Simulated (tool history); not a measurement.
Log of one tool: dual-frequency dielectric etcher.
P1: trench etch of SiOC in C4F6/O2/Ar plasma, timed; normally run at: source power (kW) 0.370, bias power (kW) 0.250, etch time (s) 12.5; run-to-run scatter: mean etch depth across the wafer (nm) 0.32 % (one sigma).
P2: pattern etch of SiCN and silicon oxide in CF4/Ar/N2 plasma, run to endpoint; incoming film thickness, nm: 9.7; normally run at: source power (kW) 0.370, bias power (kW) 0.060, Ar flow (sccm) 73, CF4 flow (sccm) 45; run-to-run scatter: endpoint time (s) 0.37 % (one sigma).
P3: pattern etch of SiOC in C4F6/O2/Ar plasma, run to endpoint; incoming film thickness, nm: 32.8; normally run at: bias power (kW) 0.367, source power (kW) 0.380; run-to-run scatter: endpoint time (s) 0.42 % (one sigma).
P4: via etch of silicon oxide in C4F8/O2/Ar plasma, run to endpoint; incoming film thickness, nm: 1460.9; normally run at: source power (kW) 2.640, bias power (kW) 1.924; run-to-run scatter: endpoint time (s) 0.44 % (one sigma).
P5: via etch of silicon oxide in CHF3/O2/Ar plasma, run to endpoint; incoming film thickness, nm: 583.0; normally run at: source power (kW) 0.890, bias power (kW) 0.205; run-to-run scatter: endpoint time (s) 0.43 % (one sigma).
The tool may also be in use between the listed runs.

run	hour	process that ran	source power (kW)	bias power (kW)	etch time (s)	Ar flow (sccm)	CF4 flow (sccm)	hours since the last wet clean	hours since the last source power generator calibration	hours since the last bias power generator calibration	mean etch depth across the wafer (nm)	endpoint time (s)
1	10.0	P1	0.370	0.250	12.5			180.5	923.5	1022.0	28.260	
2	15.6	P3	0.530	0.367				186.1	929.1	1027.6		11.074
3	24.0	P1	0.370	0.250	9.5			194.5	937.5	1036.0	21.452	
4	29.2	P1	0.370	0.250	16.5			199.7	942.7	1041.2	37.193	
5	37.6	P5	0.890	0.205				208.1	951.1	1049.6		235.520
6	46.5	P4	3.610	1.924				217.0	960.0	1058.5		233.210
7	56.3	P2	0.490	0.060		73	45	226.8	969.8	1068.3		11.180
8	64.1	P1	0.460	0.250	12.5			234.6	977.6	1076.1	30.584	
9	73.6	P1	0.370	0.193	12.5			244.1	987.1	1085.6	25.966	
10	81.8	P1	0.480	0.204	12.5			252.3	995.3	1093.8	29.224	
11	87.8	P4	2.640	1.924				258.3	1001.3	1099.8		265.910
12	97.1	P1	0.370	0.250	12.5			267.6	1010.6	1109.1	28.163	
13	102.6	P1	0.370	0.324	12.5			273.1	1016.1	1114.6	30.795	
14	109.6	P4	2.640	1.924				280.1	1023.1	1121.6		264.850
15	118.4	P1	0.370	0.250	12.5			288.9	1031.9	1130.4	28.276	
16	123.8	P3	0.380	0.367				294.3	1037.3	1135.8		12.552
17	130.5	P1	0.240	0.197	12.5			301.0	1044.0	1142.5	22.234	
18	139.4	P2	0.370	0.060		73	45	309.9	1052.9	1151.4		14.233
19	149.5	P5	0.540	0.205				320.0	1063.0	1161.5		285.520
20	158.9	P4	2.640	2.630				329.4	1072.4	1170.9		243.000
21	166.7	P1	0.370	0.250	12.5			337.2	1080.2	1178.7	28.303	
22	173.6	P1	0.280	0.250	12.5			344.1	1087.1	1185.6	25.268	
23	182.1	P2	0.370	0.060		44	45	352.6	1095.6	1194.1		13.240
24	188.0	P2	0.370	0.060		73	45	358.5	1101.5	1200.0		14.365
# hour 188.5: bias power generator calibrated
25	194.2	P2	0.370	0.060		73	56	364.7	1107.7	5.7		13.827
26	201.2	P2	0.370	0.038		73	45	371.7	1114.7	12.7		16.669
27	206.7	P5	0.890	0.205				377.2	1120.2	18.2		237.990
28	211.3	P5	0.890	0.159				381.8	1124.8	22.8		258.260
29	215.9	P3	0.380	0.516				386.4	1129.4	27.4		11.104
30	220.6	P1	0.370	0.250	12.5			391.1	1134.1	32.1	28.218	
31	226.4	P1	0.370	0.250	12.5			396.9	1139.9	37.9	28.380	
32	234.7	P1	0.370	0.250	12.5			405.2	1148.2	46.2	28.537	
33	241.9	P1	0.370	0.250	12.5			412.4	1155.4	53.4	28.513	
34	248.3	P1	0.370	0.250	12.5			418.8	1161.8	59.8	28.679	
35	256.9	P1	0.370	0.250	12.5			427.4	1170.4	68.4	28.597	
# hour 264.3: wet clean of the chamber
36	264.8	P1	0.370	0.250	12.5			0.6	1178.3	76.3	28.684	
37	274.5	P1	0.370	0.250	12.5			10.3	1188.0	86.0	28.744	
38	280.0	P1	0.370	0.250	12.5			15.8	1193.5	91.5	28.669	

What P1 gives has crept away from where it was. These 2 causes fit the log equally well, each at the size given:
A: bias power that arrives over what is set, % = 4.79
B: source power that arrives over what is set, % = 4.28
The creep began at about hour 220.6.
Why every other cause is out:
chamber walls in a state that raises the etch rate, %: serviced at hour 264.3, which brought nothing back

4 check runs are offered, each on 2 wafers whose results are averaged, their results left as question marks. Which one tells the causes apart?
check 1	285.5	P5	0.550	0.167								?
check 2	285.5	P3	0.440	0.422								?
check 3	285.5	P2	0.370	0.060		48	45					?
check 4	285.5	P4	3.600	1.924								?

What each check would give under each cause:
check	result	if A	if B
check 1	endpoint time (s)	301.090	300.960
check 2	endpoint time (s)	11.123	11.139
check 3	endpoint time (s)	13.237	12.943
check 4	endpoint time (s)	230.840	229.850
How far apart the two closest causes lie, in the result that separates them most: check 1 0.04 %; check 2 0.14 %; check 3 2.25 %; check 4 0.43 %
Only check 3 tells the causes apart: in the others they would give nearly the same result.

Check 3 was then run and gave: endpoint time (s) 13.260. Which cause is it?

It is A: bias power that arrives over what is set, %.

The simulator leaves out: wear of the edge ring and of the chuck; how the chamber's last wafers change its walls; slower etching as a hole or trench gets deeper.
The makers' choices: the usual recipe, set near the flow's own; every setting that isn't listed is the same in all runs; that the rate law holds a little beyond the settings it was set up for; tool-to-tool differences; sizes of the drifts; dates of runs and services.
